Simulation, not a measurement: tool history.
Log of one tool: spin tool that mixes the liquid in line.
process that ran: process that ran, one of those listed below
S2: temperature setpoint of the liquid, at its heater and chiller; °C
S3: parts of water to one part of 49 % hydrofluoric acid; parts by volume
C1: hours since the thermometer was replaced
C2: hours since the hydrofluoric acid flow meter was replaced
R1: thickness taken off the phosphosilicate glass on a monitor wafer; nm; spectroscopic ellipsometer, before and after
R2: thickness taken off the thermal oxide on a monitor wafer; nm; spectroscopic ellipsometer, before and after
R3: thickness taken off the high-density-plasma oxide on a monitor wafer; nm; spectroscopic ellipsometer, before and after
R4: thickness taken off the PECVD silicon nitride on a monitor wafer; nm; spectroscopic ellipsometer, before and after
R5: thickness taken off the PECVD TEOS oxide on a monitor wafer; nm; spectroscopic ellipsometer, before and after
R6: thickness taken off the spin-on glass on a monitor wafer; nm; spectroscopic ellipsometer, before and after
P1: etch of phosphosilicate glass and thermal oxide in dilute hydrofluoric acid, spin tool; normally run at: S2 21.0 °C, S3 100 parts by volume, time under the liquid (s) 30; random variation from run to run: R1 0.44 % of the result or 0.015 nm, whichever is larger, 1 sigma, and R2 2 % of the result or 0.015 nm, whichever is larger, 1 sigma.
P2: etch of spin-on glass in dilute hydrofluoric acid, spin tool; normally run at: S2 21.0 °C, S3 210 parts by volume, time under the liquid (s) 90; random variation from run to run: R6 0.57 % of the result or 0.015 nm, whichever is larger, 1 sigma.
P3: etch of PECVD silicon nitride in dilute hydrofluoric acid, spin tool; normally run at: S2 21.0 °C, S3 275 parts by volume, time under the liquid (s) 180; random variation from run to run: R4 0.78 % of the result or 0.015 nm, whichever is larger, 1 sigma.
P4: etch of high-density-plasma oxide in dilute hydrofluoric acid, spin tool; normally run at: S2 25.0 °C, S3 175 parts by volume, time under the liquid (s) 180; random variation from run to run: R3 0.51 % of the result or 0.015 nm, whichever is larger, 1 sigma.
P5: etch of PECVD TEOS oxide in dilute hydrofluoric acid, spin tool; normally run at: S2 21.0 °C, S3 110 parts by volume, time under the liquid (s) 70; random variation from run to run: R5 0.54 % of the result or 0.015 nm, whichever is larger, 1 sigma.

{"run": 1, "hour": 9.3, "process that ran": "P1", "S2": 21.0, "S3": 100, "time under the liquid (s)": 30, "C1": 1103.4, "C2": 332.1, "R1": 29.357, "R2": 1.3001}
{"run": 2, "hour": 19.1, "process that ran": "P1", "S2": 21.0, "S3": 100, "time under the liquid (s)": 30, "C1": 1113.2, "C2": 341.9, "R1": 29.229, "R2": 1.2595}
{"run": 3, "hour": 26.2, "process that ran": "P4", "S2": 20.0, "S3": 175, "time under the liquid (s)": 180, "C1": 1120.3, "C2": 349.0, "R3": 6.3325}
{"run": 4, "hour": 31.9, "process that ran": "P4", "S2": 25.0, "S3": 175, "time under the liquid (s)": 180, "C1": 1126.0, "C2": 354.7, "R3": 7.7258}
{"run": 5, "hour": 38.6, "process that ran": "P3", "S2": 21.0, "S3": 55, "time under the liquid (s)": 180, "C1": 1132.7, "C2": 361.4, "R4": 15.148}
{"run": 6, "hour": 44.6, "process that ran": "P1", "S2": 21.0, "S3": 100, "time under the liquid (s)": 30, "C1": 1138.7, "C2": 367.4, "R1": 29.191, "R2": 1.2283}
{"run": 7, "hour": 53.3, "process that ran": "P5", "S2": 21.0, "S3": 110, "time under the liquid (s)": 70, "C1": 1147.4, "C2": 376.1, "R5": 4.6451}
{"run": 8, "hour": 61.8, "process that ran": "P1", "S2": 27.0, "S3": 100, "time under the liquid (s)": 30, "C1": 1155.9, "C2": 384.6, "R1": 36.848, "R2": 1.6518}
{"run": 9, "hour": 71.5, "process that ran": "P1", "S2": 21.0, "S3": 100, "time under the liquid (s)": 50, "C1": 1165.6, "C2": 394.3, "R1": 48.406, "R2": 2.1387}
{"run": 10, "hour": 80.4, "process that ran": "P5", "S2": 26.5, "S3": 110, "time under the liquid (s)": 70, "C1": 1174.5, "C2": 403.2, "R5": 5.7221}
{"run": 11, "hour": 85.6, "process that ran": "P4", "S2": 25.0, "S3": 175, "time under the liquid (s)": 325, "C1": 1179.7, "C2": 408.4, "R3": 14.048}
{"run": 12, "hour": 90.4, "process that ran": "P2", "S2": 21.0, "S3": 210, "time under the liquid (s)": 15, "C1": 1184.5, "C2": 413.2, "R6": 1.4501}
{"run": 13, "hour": 100.7, "process that ran": "P3", "S2": 21.0, "S3": 275, "time under the liquid (s)": 180, "C1": 1194.8, "C2": 423.5, "R4": 3.1733}
{"hour": 101.4, "done": "thermometer replaced"}
{"run": 14, "hour": 105.9, "process that ran": "P4", "S2": 25.0, "S3": 300, "time under the liquid (s)": 180, "C1": 4.5, "C2": 428.7, "R3": 3.9747}
{"run": 15, "hour": 113.5, "process that ran": "P2", "S2": 21.0, "S3": 210, "time under the liquid (s)": 90, "C1": 12.1, "C2": 436.3, "R6": 8.7979}
{"run": 16, "hour": 120.3, "process that ran": "P5", "S2": 21.0, "S3": 20, "time under the liquid (s)": 70, "C1": 18.9, "C2": 443.1, "R5": 28.617}
{"run": 17, "hour": 129.3, "process that ran": "P1", "S2": 21.0, "S3": 100, "time under the liquid (s)": 15, "C1": 27.9, "C2": 452.1, "R1": 14.441, "R2": 0.64017}
{"run": 18, "hour": 134.1, "process that ran": "P2", "S2": 21.0, "S3": 105, "time under the liquid (s)": 90, "C1": 32.7, "C2": 456.9, "R6": 19.919}
{"run": 19, "hour": 140.2, "process that ran": "P1", "S2": 21.0, "S3": 100, "time under the liquid (s)": 30, "C1": 38.8, "C2": 463.0, "R1": 29.074, "R2": 1.2595}
{"run": 20, "hour": 146.8, "process that ran": "P1", "S2": 21.0, "S3": 100, "time under the liquid (s)": 30, "C1": 45.4, "C2": 469.6, "R1": 29.132, "R2": 1.304}
{"run": 21, "hour": 154.5, "process that ran": "P4", "S2": 25.0, "S3": 175, "time under the liquid (s)": 180, "C1": 53.1, "C2": 477.3, "R3": 7.6706}
{"run": 22, "hour": 159.6, "process that ran": "P3", "S2": 21.0, "S3": 275, "time under the liquid (s)": 50, "C1": 58.2, "C2": 482.4, "R4": 0.89243}
{"run": 23, "hour": 164.9, "process that ran": "P2", "S2": 17.0, "S3": 210, "time under the liquid (s)": 90, "C1": 63.5, "C2": 487.7, "R6": 7.5737}
{"run": 24, "hour": 172.1, "process that ran": "P1", "S2": 21.0, "S3": 100, "time under the liquid (s)": 30, "C1": 70.7, "C2": 494.9, "R1": 29.466, "R2": 1.3433}
{"run": 25, "hour": 178.7, "process that ran": "P1", "S2": 21.0, "S3": 155, "time under the liquid (s)": 30, "C1": 77.3, "C2": 501.5, "R1": 17.676, "R2": 0.75964}
{"run": 26, "hour": 183.6, "process that ran": "P1", "S2": 17.0, "S3": 100, "time under the liquid (s)": 30, "C1": 82.2, "C2": 506.4, "R1": 24.642, "R2": 1.1562}
{"run": 27, "hour": 188.8, "process that ran": "P1", "S2": 17.0, "S3": 100, "time under the liquid (s)": 55, "C1": 87.4, "C2": 511.6, "R1": 45.19, "R2": 2.0331}
{"run": 28, "hour": 194.2, "process that ran": "P3", "S2": 17.0, "S3": 275, "time under the liquid (s)": 180, "C1": 92.8, "C2": 517.0, "R4": 2.4707}
{"run": 29, "hour": 203.0, "process that ran": "P5", "S2": 21.0, "S3": 110, "time under the liquid (s)": 125, "C1": 101.6, "C2": 525.8, "R5": 8.366}
{"run": 30, "hour": 208.5, "process that ran": "P1", "S2": 21.0, "S3": 55, "time under the liquid (s)": 30, "C1": 107.1, "C2": 531.3, "R1": 56.092, "R2": 2.3971}
{"run": 31, "hour": 216.9, "process that ran": "P1", "S2": 21.0, "S3": 100, "time under the liquid (s)": 30, "C1": 115.5, "C2": 539.7, "R1": 29.325, "R2": 1.2839}
{"run": 32, "hour": 224.2, "process that ran": "P1", "S2": 21.0, "S3": 100, "time under the liquid (s)": 30, "C1": 122.8, "C2": 547.0, "R1": 30.068, "R2": 1.3305}
{"run": 33, "hour": 232.1, "process that ran": "P1", "S2": 21.0, "S3": 100, "time under the liquid (s)": 30, "C1": 130.7, "C2": 554.9, "R1": 30.123, "R2": 1.3478}
{"run": 34, "hour": 238.8, "process that ran": "P1", "S2": 21.0, "S3": 100, "time under the liquid (s)": 30, "C1": 137.4, "C2": 561.6, "R1": 30.741, "R2": 1.3537}
{"run": 35, "hour": 246.2, "process that ran": "P1", "S2": 21.0, "S3": 100, "time under the liquid (s)": 30, "C1": 144.8, "C2": 569.0, "R1": 30.585, "R2": 1.3827}
{"run": 36, "hour": 255.8, "process that ran": "P1", "S2": 21.0, "S3": 100, "time under the liquid (s)": 30, "C1": 154.4, "C2": 578.6, "R1": 30.885, "R2": 1.364}
{"run": 37, "hour": 263.4, "process that ran": "P1", "S2": 21.0, "S3": 100, "time under the liquid (s)": 30, "C1": 162.0, "C2": 586.2, "R1": 30.702, "R2": 1.3331}
{"run": 38, "hour": 268.4, "process that ran": "P1", "S2": 21.0, "S3": 100, "time under the liquid (s)": 30, "C1": 167.0, "C2": 591.2, "R1": 30.814, "R2": 1.3971}

What P1 gives has crept away from where it was. These 2 causes fit the log equally well, each at the size given:
A: hydrofluoric acid flow above the setpoint (%) = 5.5
B: liquid hotter than its thermometer reads (K) = 1.48
The creep began at about hour 216.9.

4 check runs are offered, each on 2 wafers whose results are averaged, their results left as question marks. Which one tells the causes apart?
{"run": "check 1", "hour": 273.4, "process that ran": "P5", "S2": 21.0, "S3": 30, "time under the liquid (s)": 70, "R5": "?"}
{"run": "check 2", "hour": 273.4, "process that ran": "P4", "S2": 25.0, "S3": 175, "time under the liquid (s)": 250, "R3": "?"}
{"run": "check 3", "hour": 273.4, "process that ran": "P3", "S2": 21.0, "S3": 75, "time under the liquid (s)": 180, "R4": "?"}
{"run": "check 4", "hour": 273.4, "process that ran": "P2", "S2": 21.0, "S3": 145, "time under the liquid (s)": 15, "R6": "?"}

What each check would give under each cause:
check=check_1 result=R5 if_A=19.9220 if_B=20.0750
check=check_2 result=R3 if_A=11.4310 if_B=11.3250
check=check_3 result=R4 if_A=11.70900 if_B=12.28600
check=check_4 result=R6 if_A=2.4261 if_B=2.4173
How far apart the two closest causes lie, in the result that separates them most: check 1 0.76 %; check 2 0.93 %; check 3 4.8 %; check 4 0.36 %
Check 3 tells the causes apart: in the others they would give nearly the same result.

Check 3 was then run and gave: R4 12.32900 nm. Which cause is it?

It is B: liquid hotter than its thermometer reads (K).
